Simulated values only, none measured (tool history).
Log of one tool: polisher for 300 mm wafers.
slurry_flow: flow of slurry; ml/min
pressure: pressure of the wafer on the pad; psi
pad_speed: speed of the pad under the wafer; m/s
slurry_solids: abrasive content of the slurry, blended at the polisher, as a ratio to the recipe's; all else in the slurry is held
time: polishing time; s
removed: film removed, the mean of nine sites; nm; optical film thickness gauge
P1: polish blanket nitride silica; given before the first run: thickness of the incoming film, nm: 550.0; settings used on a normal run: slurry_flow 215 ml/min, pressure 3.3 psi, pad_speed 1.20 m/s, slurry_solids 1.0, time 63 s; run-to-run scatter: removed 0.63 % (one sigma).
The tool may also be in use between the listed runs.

run,hour,slurry_flow,pressure,pad_speed,slurry_solids,time,removed
1,11.1,215,3.3,1.20,1.0,63,35.506
2,21.1,215,3.3,1.20,1.0,35,19.681
3,29.2,215,3.3,1.72,1.0,63,47.440
4,37.8,215,3.3,1.20,1.0,63,35.389
5,47.7,215,1.6,1.20,1.0,63,17.259
6,59.3,165,2.2,1.20,1.0,63,22.611
7,69.0,215,3.3,0.54,1.0,63,18.606
8,79.8,215,3.3,1.20,1.0,63,35.458
9,88.3,215,3.3,1.20,1.0,63,35.389
10,98.2,335,3.3,1.20,1.0,63,36.857
11,110.6,215,3.3,1.20,1.0,99,55.308
12,120.0,215,3.3,1.20,1.3,63,39.523
13,129.8,215,4.8,1.20,1.0,63,51.541
14,136.4,215,3.3,1.20,0.5,63,24.360
15,146.4,215,3.3,1.20,1.0,63,35.166
16,152.9,130,3.3,1.20,1.0,63,32.745
17,162.7,160,2.1,1.20,1.0,63,21.717
18,169.1,215,3.3,1.20,1.0,63,35.414
19,179.8,215,3.3,1.20,1.0,63,34.260
20,191.0,215,3.3,1.20,1.0,63,33.542
21,196.6,215,3.3,1.20,1.0,63,32.784
22,204.1,215,3.3,1.20,1.0,63,32.839
23,211.8,215,3.3,1.20,1.0,63,32.557
24,222.6,215,3.3,1.20,1.0,63,32.467
# hour 228.8: conditioning disc replaced and pad reconditioned
# hour 229.5: head pressure recalibrated
25,229.7,215,3.3,1.20,1.0,63,32.262
# hour 230.3: slurry nozzle cleaned
26,242.0,215,3.3,1.20,1.0,63,31.901
27,250.5,215,3.3,1.20,1.0,63,31.712
28,256.4,215,3.3,1.20,1.0,63,32.207

Compared with where it was, what P1 gives has crept away. Each cause listed below fits the log as well as the rest, at the size given for it:
A: removal rate lost through wear of the pad, % = 9.59
B: abrasive missing from the slurry, % = 18.9
The drift started at roughly hour 169.1.
Every other cause this tool's parts could produce, and why it does not fit the log:
slurry flow missing at the pad, %: serviced at hour 230.3, after the change had begun; the process did not return to its earlier output
head's pressure below its setpoint, %: serviced at hour 229.5, after the change had begun; the process did not return to its earlier output
time polished since the conditioner stopped cutting, s: serviced at hour 228.8, after the change had begun; the process did not return to its earlier output

The 4 check runs listed below each average the results of 5 wafers, and their outcomes are marked with question marks. Under which run would the listed causes produce clearly different results?
check 1,262.3,130,3.3,1.70,1.00,63,?
check 2,262.3,215,3.3,1.20,0.65,80,?
check 3,262.3,215,3.3,0.56,1.00,98,?
check 4,262.3,215,2.1,1.20,1.00,63,?

What every check run would give for each of its results, assuming each possible cause in turn:
check,result,if A,if B
check 1,removed,39.095,39.100
check 2,removed,32.666,31.948
check 3,removed,27.072,27.076
check 4,removed,20.377,20.379
How far apart the two closest causes lie, in the result that separates them most: check 1 0.01 %; check 2 2.22 %; check 3 0.01 %; check 4 0.01 %
The other checks would show nearly matching results whichever cause is true, so check 2 is the only one that separates the causes.

Running check 2 produced the following: removed 32.661 nm. Which one of the listed causes fits?

Of the candidate causes, it is A: removal rate lost through wear of the pad, %.
